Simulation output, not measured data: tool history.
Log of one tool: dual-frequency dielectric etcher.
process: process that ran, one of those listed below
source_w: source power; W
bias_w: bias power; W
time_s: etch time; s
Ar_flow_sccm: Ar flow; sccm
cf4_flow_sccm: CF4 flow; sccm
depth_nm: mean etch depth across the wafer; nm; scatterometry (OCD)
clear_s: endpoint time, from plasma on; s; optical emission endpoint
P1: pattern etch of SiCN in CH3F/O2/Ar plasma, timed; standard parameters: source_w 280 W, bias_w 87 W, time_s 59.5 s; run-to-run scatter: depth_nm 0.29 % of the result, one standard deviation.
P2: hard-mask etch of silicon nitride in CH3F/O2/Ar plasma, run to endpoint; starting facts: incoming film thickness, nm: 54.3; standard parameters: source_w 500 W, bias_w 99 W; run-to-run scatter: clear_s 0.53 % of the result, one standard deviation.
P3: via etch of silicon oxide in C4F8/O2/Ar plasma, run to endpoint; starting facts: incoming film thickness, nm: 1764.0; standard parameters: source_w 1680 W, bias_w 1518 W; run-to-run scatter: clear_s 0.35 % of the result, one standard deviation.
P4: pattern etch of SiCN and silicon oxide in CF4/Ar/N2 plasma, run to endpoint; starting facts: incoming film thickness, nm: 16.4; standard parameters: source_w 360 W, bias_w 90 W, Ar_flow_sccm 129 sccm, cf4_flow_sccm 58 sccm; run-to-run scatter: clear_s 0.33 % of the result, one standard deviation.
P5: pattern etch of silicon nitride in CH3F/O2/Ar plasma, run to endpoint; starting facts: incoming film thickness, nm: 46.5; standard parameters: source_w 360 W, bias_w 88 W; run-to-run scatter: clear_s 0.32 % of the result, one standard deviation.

run	hour	process	source_w	bias_w	time_s	Ar_flow_sccm	cf4_flow_sccm	depth_nm	clear_s
1	7.8	P1	280	87	59.5			21.279	
2	18.6	P1	280	87	75.5			26.945	
3	29.5	P3	2370	1518					351.6
4	35.7	P1	280	87	59.5			21.332	
5	46.6	P3	1680	2150					364.73
6	57	P4	360	90		129	79		21.753
7	64.7	P1	280	87	59.5			21.315	
8	73.2	P4	360	90		129	58		22.613
9	79.2	P3	1680	1518					400.87
10	89.6	P4	480	90		129	58		17.613
11	100.5	P5	490	88					57.077
12	112.5	P1	280	111	81.5			31.983	
13	121.6	P1	280	60	59.5			18.616	
14	128.4	P4	360	90		77	58		21.042
15	139.2	P2	500	64					71.107
16	148.3	P5	360	124					56.326
17	158.9	P1	210	87	59.5			19.159	
18	168.9	P5	360	88					63.97
19	176.6	P4	360	117		129	58		20.386
20	185.9	P2	500	99					61.494
21	192.7	P2	660	99					54.935
22	201.2	P1	280	87	59.5			21.388	
23	211.5	P1	280	109	59.5			23.129	
24	216.9	P4	360	90		129	58		22.513
25	227	P2	500	99					61.306
26	238.1	P1	280	87	32.5			11.642	
27	245.3	P1	280	87	59.5			21.273	
28	253.5	P1	350	87	59.5			23.164	
29	265.7	P1	280	87	59.5			21.397	
30	274.4	P1	280	87	59.5			21.327	
31	284.5	P1	280	87	59.5			21.121	
32	295.9	P1	280	87	59.5			21.077	
33	304	P1	280	87	59.5			21.078	
34	314.6	P1	280	87	59.5			21.067	
# hour 322.5: wet clean of the chamber
35	325.7	P1	280	87	59.5			21.065	
36	334.8	P1	280	87	59.5			21.075	
37	340.4	P1	280	87	59.5			20.982	
38	352.6	P1	280	87	59.5			20.954	

P1 has crept away from where it was. The log is fitted equally well by each of these 2 causes, at the sizes shown:
A: source power that arrives under what is set, % = 4.1
B: bias power that arrives under what is set, % = 4.03
Creep in the process output first set in at about hour 265.7.
All other causes, with the reason each is excluded:
chamber walls in a state that lowers the etch rate, %: was serviced at hour 322.5, once the creep was under way, yet the earlier output never came back

The list below offers 4 check runs, each averaging the results of 2 wafers, and shows each result as a question mark. For which of them would the listed causes give clearly different results?
check 1	364.8	P2	580	70					?
check 2	364.8	P3	2190	2123					?
check 3	364.8	P5	470	88					?
check 4	364.8	P4	360	108		129	58		?

Predicted outcomes, by check and by cause:
check	result	if A	if B
check 1	clear_s	66.157	65.99
check 2	clear_s	334.26	332.63
check 3	clear_s	58.818	58.745
check 4	clear_s	21.827	21.393
Per check, the gap between the least separated pair of causes, taken in the result that splits them most: check 1 0.25 %; check 2 0.49 %; check 3 0.12 %; check 4 2.01 %
Only in check 4 would the causes give clearly different results; in the remaining checks their results would be nearly the same.

Then check 4 was run and gave: clear_s 21.397 s. Which cause is it?

The correct cause is B, namely: bias power that arrives under what is set, %.

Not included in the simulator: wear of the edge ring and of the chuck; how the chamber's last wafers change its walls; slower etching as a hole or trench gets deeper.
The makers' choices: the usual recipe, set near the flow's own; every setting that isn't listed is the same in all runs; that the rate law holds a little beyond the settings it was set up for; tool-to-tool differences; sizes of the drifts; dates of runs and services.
